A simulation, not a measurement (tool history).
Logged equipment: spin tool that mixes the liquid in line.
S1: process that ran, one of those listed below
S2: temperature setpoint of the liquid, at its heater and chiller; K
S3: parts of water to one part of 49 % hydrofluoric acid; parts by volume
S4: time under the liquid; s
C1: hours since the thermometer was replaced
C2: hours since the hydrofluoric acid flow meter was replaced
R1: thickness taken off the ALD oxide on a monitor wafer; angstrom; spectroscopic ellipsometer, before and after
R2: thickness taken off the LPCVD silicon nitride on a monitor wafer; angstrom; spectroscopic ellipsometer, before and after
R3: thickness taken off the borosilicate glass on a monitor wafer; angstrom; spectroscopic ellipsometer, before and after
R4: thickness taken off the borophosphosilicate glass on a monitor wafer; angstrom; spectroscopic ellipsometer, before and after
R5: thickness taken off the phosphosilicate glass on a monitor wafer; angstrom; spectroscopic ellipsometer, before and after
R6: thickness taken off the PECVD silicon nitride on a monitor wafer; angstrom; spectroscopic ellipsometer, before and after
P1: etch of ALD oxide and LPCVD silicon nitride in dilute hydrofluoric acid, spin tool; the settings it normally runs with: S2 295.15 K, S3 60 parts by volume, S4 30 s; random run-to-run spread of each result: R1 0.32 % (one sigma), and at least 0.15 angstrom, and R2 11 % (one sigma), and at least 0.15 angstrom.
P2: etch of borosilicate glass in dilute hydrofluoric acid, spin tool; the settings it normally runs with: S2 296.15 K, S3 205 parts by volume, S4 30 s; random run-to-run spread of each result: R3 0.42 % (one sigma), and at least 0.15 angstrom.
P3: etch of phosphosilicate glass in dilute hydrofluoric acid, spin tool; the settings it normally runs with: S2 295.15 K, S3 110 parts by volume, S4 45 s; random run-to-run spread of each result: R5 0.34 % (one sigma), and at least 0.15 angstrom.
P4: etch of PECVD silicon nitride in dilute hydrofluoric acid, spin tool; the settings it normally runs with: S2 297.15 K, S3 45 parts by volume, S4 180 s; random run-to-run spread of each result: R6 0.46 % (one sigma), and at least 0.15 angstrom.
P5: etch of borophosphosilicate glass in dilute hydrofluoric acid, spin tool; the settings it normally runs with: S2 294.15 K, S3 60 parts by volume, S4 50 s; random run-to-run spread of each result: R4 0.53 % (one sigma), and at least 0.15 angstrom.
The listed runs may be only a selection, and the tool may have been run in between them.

| run | hour | S1 | S2 | S3 | S4 | C1 | C2 | R1 | R2 | R3 | R4 | R5 | R6 |
|---|---|---|---|---|---|---|---|---|---|---|---|---|---|
| 1 | 8.3 | P1 | 295.15 | 60 | 30 | 714.8 | 112.7 | 84.470 | 2.51880 |  |  |  |  |
| 2 | 16.9 | P1 | 295.15 | 60 | 30 | 723.4 | 121.3 | 84.286 | 2.44160 |  |  |  |  |
| 3 | 24.6 | P2 | 296.15 | 205 | 30 | 731.1 | 129.0 |  |  | 67.060 |  |  |  |
| 4 | 33.4 | P5 | 294.15 | 60 | 80 | 739.9 | 137.8 |  |  |  | 369.71 |  |  |
| 5 | 39.8 | P3 | 290.15 | 110 | 45 | 746.3 | 144.2 |  |  |  |  | 394.43 |  |
| 6 | 52.7 | P2 | 291.65 | 205 | 30 | 759.2 | 157.1 |  |  | 56.312 |  |  |  |
| 7 | 58.8 | P3 | 295.15 | 20 | 45 | 765.3 | 163.2 |  |  |  |  | 2983.80 |  |
| 8 | 67.1 | P1 | 290.65 | 60 | 50 | 773.6 | 171.5 | 116.310 | 2.82260 |  |  |  |  |
| 9 | 78.8 | P2 | 296.15 | 205 | 30 | 785.3 | 183.2 |  |  | 66.777 |  |  |  |
| 10 | 85.0 | P1 | 295.15 | 105 | 30 | 791.5 | 189.4 | 45.519 | 1.42730 |  |  |  |  |
| 11 | 96.8 | P3 | 295.15 | 110 | 45 | 803.3 | 201.2 |  |  |  |  | 484.52 |  |
| 12 | 106.7 | P4 | 297.15 | 45 | 280 | 813.2 | 211.1 |  |  |  |  |  | 103.820 |
| 13 | 113.5 | P1 | 295.15 | 25 | 30 | 820.0 | 217.9 | 211.500 | 4.97980 |  |  |  |  |
| 14 | 127.0 | P1 | 290.15 | 60 | 30 | 833.5 | 231.4 | 68.745 | 1.76870 |  |  |  |  |
| 15 | 135.9 | P1 | 300.15 | 60 | 30 | 842.4 | 240.3 | 103.480 | 3.44930 |  |  |  |  |
| 16 | 143.4 | P5 | 294.15 | 60 | 50 | 849.9 | 247.8 |  |  |  | 233.54 |  |  |
| 17 | 153.3 | P5 | 290.15 | 60 | 50 | 859.8 | 257.7 |  |  |  | 193.56 |  |  |
| 18 | 162.0 | P1 | 295.15 | 60 | 30 | 868.5 | 266.4 | 84.477 | 2.06090 |  |  |  |  |
| 19 | 174.9 | P5 | 294.15 | 60 | 50 | 881.4 | 279.3 |  |  |  | 230.45 |  |  |
| 20 | 186.9 | P2 | 296.15 | 205 | 55 | 893.4 | 291.3 |  |  | 123.360 |  |  |  |
| 21 | 196.7 | P1 | 295.15 | 60 | 30 | 903.2 | 301.1 | 84.006 | 2.61290 |  |  |  |  |
| 22 | 207.8 | P5 | 294.15 | 90 | 50 | 914.3 | 312.2 |  |  |  | 150.03 |  |  |
| 23 | 215.7 | P1 | 295.15 | 60 | 55 | 922.2 | 320.1 | 154.760 | 4.03710 |  |  |  |  |
| 24 | 229.0 | P4 | 297.15 | 45 | 180 | 935.5 | 333.4 |  |  |  |  |  | 66.926 |
| 25 | 240.5 | P3 | 295.15 | 110 | 15 | 947.0 | 344.9 |  |  |  |  | 160.91 |  |
| 26 | 251.3 | P4 | 297.15 | 70 | 180 | 957.8 | 355.7 |  |  |  |  |  | 42.989 |
| 27 | 260.3 | P4 | 305.15 | 45 | 180 | 966.8 | 364.7 |  |  |  |  |  | 113.330 |
| 28 | 268.5 | P2 | 296.15 | 110 | 30 | 975.0 | 372.9 |  |  | 138.660 |  |  |  |
| 29 | 282.4 | P1 | 295.15 | 60 | 15 | 988.9 | 386.8 | 41.850 | 0.93299 |  |  |  |  |
| 30 | 295.4 | P4 | 297.15 | 45 | 180 | 1001.9 | 399.8 |  |  |  |  |  | 66.201 |
| 31 | 301.5 | P1 | 295.15 | 60 | 30 | 1008.0 | 405.9 | 84.673 | 2.58810 |  |  |  |  |
| 32 | 313.7 | P1 | 295.15 | 60 | 30 | 1020.2 | 418.1 | 86.817 | 2.43170 |  |  |  |  |
| 33 | 325.0 | P1 | 295.15 | 60 | 30 | 1031.5 | 429.4 | 88.450 | 2.48140 |  |  |  |  |
| 34 | 335.2 | P1 | 295.15 | 60 | 30 | 1041.7 | 439.6 | 88.755 | 1.46240 |  |  |  |  |
| 35 | 348.1 | P1 | 295.15 | 60 | 30 | 1054.6 | 452.5 | 89.073 | 2.16120 |  |  |  |  |
| 36 | 355.9 | P1 | 295.15 | 60 | 30 | 1062.4 | 460.3 | 88.649 | 2.70350 |  |  |  |  |
| 37 | 369.3 | P1 | 295.15 | 60 | 30 | 1075.8 | 473.7 | 89.584 | 2.49450 |  |  |  |  |
| 38 | 381.8 | P1 | 295.15 | 60 | 30 | 1088.3 | 486.2 | 89.585 | 2.19250 |  |  |  |  |

Compared with where it was, what P1 gives has crept away. Each cause listed below fits the log as well as the rest, at the size given for it:
A: hydrofluoric acid flow above the setpoint (%) = 5.46
B: liquid hotter than its thermometer reads (K) = 1.38
The drift started at roughly hour 301.5.

You are offered 4 check runs, listed below with question marks in place of their results; each one averages 2 wafers. Which run separates the listed causes by giving clearly different results for each?
| check 1 | 394.3 | P2 | 296.15 | 130 | 45 |  |  |  |  | ? |  |  |  |
| check 2 | 394.3 | P4 | 304.65 | 65 | 180 |  |  |  |  |  |  |  | ? |
| check 3 | 394.3 | P5 | 290.15 | 60 | 75 |  |  |  |  |  | ? |  |  |
| check 4 | 394.3 | P3 | 295.15 | 25 | 15 |  |  |  |  |  |  | ? |  |

What each check would give under each cause:
| check | result | if A | if B |
|---|---|---|---|
| check 1 | R3 | 182.110 | 180.790 |
| check 2 | R6 | 79.938 | 82.669 |
| check 3 | R4 | 309.94 | 310.77 |
| check 4 | R5 | 831.42 | 834.69 |
Separation of the two closest causes in each check, using whichever result separates them best: check 1 0.73 %; check 2 3.36 %; check 3 0.26 %; check 4 0.39 %
Only check 2 tells the causes apart: in the others they would give nearly the same result.

Then check 2 was run and gave: R6 79.649 angstrom. Which cause is it?

The correct cause is A, namely: hydrofluoric acid flow above the setpoint (%).

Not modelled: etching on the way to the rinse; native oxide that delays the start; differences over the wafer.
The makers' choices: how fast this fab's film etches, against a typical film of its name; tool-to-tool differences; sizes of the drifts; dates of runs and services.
